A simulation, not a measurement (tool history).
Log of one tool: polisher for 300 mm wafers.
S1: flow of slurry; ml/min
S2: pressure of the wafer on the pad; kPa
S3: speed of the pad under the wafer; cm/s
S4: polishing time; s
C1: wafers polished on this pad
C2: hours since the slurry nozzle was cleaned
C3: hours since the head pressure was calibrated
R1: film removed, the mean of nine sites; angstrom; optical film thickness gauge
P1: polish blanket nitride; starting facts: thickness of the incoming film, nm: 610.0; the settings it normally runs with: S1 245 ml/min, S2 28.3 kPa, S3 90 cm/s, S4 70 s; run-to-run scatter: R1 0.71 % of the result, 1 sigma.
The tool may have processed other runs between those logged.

{"run": 1, "day": 0.179, "S1": 245, "S2": 28.3, "S3": 90, "S4": 70, "C1": 208, "C2": 129.4, "C3": 328.9, "R1": 1097.2}
{"run": 2, "day": 0.329, "S1": 310, "S2": 28.3, "S3": 90, "S4": 70, "C1": 236, "C2": 133, "C3": 332.5, "R1": 1120.1}
{"run": 3, "day": 0.496, "S1": 245, "S2": 28.3, "S3": 90, "S4": 70, "C1": 266, "C2": 137, "C3": 336.5, "R1": 1105.9}
{"run": 4, "day": 0.692, "S1": 145, "S2": 28.3, "S3": 90, "S4": 70, "C1": 302, "C2": 141.7, "C3": 341.2, "R1": 1026.3}
{"run": 5, "day": 0.925, "S1": 245, "S2": 17.9, "S3": 136, "S4": 70, "C1": 344, "C2": 147.3, "C3": 346.8, "R1": 960.09}
{"run": 6, "day": 1.1, "S1": 245, "S2": 28.3, "S3": 90, "S4": 70, "C1": 376, "C2": 151.5, "C3": 351, "R1": 1095.3}
{"run": 7, "day": 1.308, "S1": 245, "S2": 28.3, "S3": 90, "S4": 32, "C1": 414, "C2": 156.5, "C3": 356, "R1": 499.14}
{"run": 8, "day": 1.55, "S1": 245, "S2": 28.3, "S3": 90, "S4": 70, "C1": 458, "C2": 162.3, "C3": 361.8, "R1": 1101.5}
{"run": 9, "day": 1.733, "S1": 245, "S2": 28.3, "S3": 90, "S4": 70, "C1": 492, "C2": 166.7, "C3": 366.2, "R1": 1108.5}
{"run": 10, "day": 1.946, "S1": 245, "S2": 28.3, "S3": 90, "S4": 109, "C1": 530, "C2": 171.8, "C3": 371.3, "R1": 1715.3}
{"run": 11, "day": 2.225, "S1": 245, "S2": 28.3, "S3": 90, "S4": 70, "C1": 581, "C2": 178.5, "C3": 378, "R1": 1102.7}
{"run": 12, "day": 2.421, "S1": 245, "S2": 28.3, "S3": 90, "S4": 70, "C1": 617, "C2": 183.2, "C3": 382.7, "R1": 1117.2}
{"run": 13, "day": 2.692, "S1": 245, "S2": 28.3, "S3": 126, "S4": 70, "C1": 666, "C2": 189.7, "C3": 389.2, "R1": 1445.9}
{"run": 14, "day": 2.85, "S1": 245, "S2": 15.2, "S3": 90, "S4": 70, "C1": 695, "C2": 193.5, "C3": 393, "R1": 585.94}
{"run": 15, "day": 3.142, "S1": 330, "S2": 28.3, "S3": 46, "S4": 70, "C1": 748, "C2": 200.5, "C3": 400, "R1": 665.54}
{"run": 16, "day": 3.433, "S1": 245, "S2": 41.4, "S3": 90, "S4": 70, "C1": 802, "C2": 207.5, "C3": 407, "R1": 1616.1}
{"run": 17, "day": 3.575, "S1": 245, "S2": 28.3, "S3": 40, "S4": 70, "C1": 827, "C2": 210.9, "C3": 410.4, "R1": 574.09}
{"run": 18, "day": 3.833, "S1": 245, "S2": 28.3, "S3": 90, "S4": 70, "C1": 874, "C2": 217.1, "C3": 416.6, "R1": 1090.5}
{"run": 19, "day": 3.983, "S1": 245, "S2": 28.3, "S3": 90, "S4": 70, "C1": 902, "C2": 220.7, "C3": 420.2, "R1": 1085.4}
{"run": 20, "day": 4.258, "S1": 245, "S2": 28.3, "S3": 90, "S4": 70, "C1": 952, "C2": 227.3, "C3": 426.8, "R1": 1068.9}
{"day": 4.396, "done": "head pressure recalibrated"}
{"run": 21, "day": 4.438, "S1": 245, "S2": 28.3, "S3": 90, "S4": 70, "C1": 985, "C2": 231.6, "C3": 1.1, "R1": 1053.4}
{"run": 22, "day": 4.629, "S1": 245, "S2": 28.3, "S3": 90, "S4": 70, "C1": 1020, "C2": 236.2, "C3": 5.7, "R1": 1059}
{"run": 23, "day": 4.767, "S1": 245, "S2": 28.3, "S3": 90, "S4": 70, "C1": 1045, "C2": 239.5, "C3": 9, "R1": 1054}
{"run": 24, "day": 5.062, "S1": 245, "S2": 28.3, "S3": 90, "S4": 70, "C1": 1099, "C2": 246.6, "C3": 16.1, "R1": 1053.5}
{"run": 25, "day": 5.367, "S1": 245, "S2": 28.3, "S3": 90, "S4": 70, "C1": 1154, "C2": 253.9, "C3": 23.4, "R1": 1045.3}

What P1 gives has crept off from where it sat before. The 2 causes that follow fit the log equally well, each at the size noted:
A: removal rate lost through wear of the pad, % = 4.45
B: slurry flow missing at the pad, % = 29.7
The creep began at about day 3.833.
Other possible causes, and why each is ruled out:
head's pressure below its setpoint, %: was serviced at day 4.396, once the creep was under way, yet the earlier output never came back

The 4 check runs listed below each average the results of 5 wafers, and their outcomes are marked with question marks. Under which run would the listed causes produce clearly different results?
{"run": "check 1", "day": 5.671, "S1": 145, "S2": 40, "S3": 90, "S4": 70, "R1": "?"}
{"run": "check 2", "day": 5.671, "S1": 245, "S2": 15.9, "S3": 122, "S4": 70, "R1": "?"}
{"run": "check 3", "day": 5.671, "S1": 245, "S2": 18.6, "S3": 90, "S4": 104, "R1": "?"}
{"run": "check 4", "day": 5.671, "S1": 245, "S2": 28.3, "S3": 42, "S4": 40, "R1": "?"}

Outcome of each check run for each possible cause:
check=check_1 result=R1 if_A=1379.2 if_B=1340.6
check=check_2 result=R1 if_A=751.09 if_B=751.08
check=check_3 result=R1 if_A=1027 if_B=1027
check=check_4 result=R1 if_A=326 if_B=326
Smallest distance between any two causes, each pair judged by its most separating result, in per cent: check 1 2.84 %; check 2 0 %; check 3 0 %; check 4 0 %
Check 1 distinguishes between the causes, while the remaining checks would return nearly the same result for all of them.

Check 1 was then run and gave: R1 1342.5 angstrom. Which cause is it?

It was cause B: slurry flow missing at the pad, %.
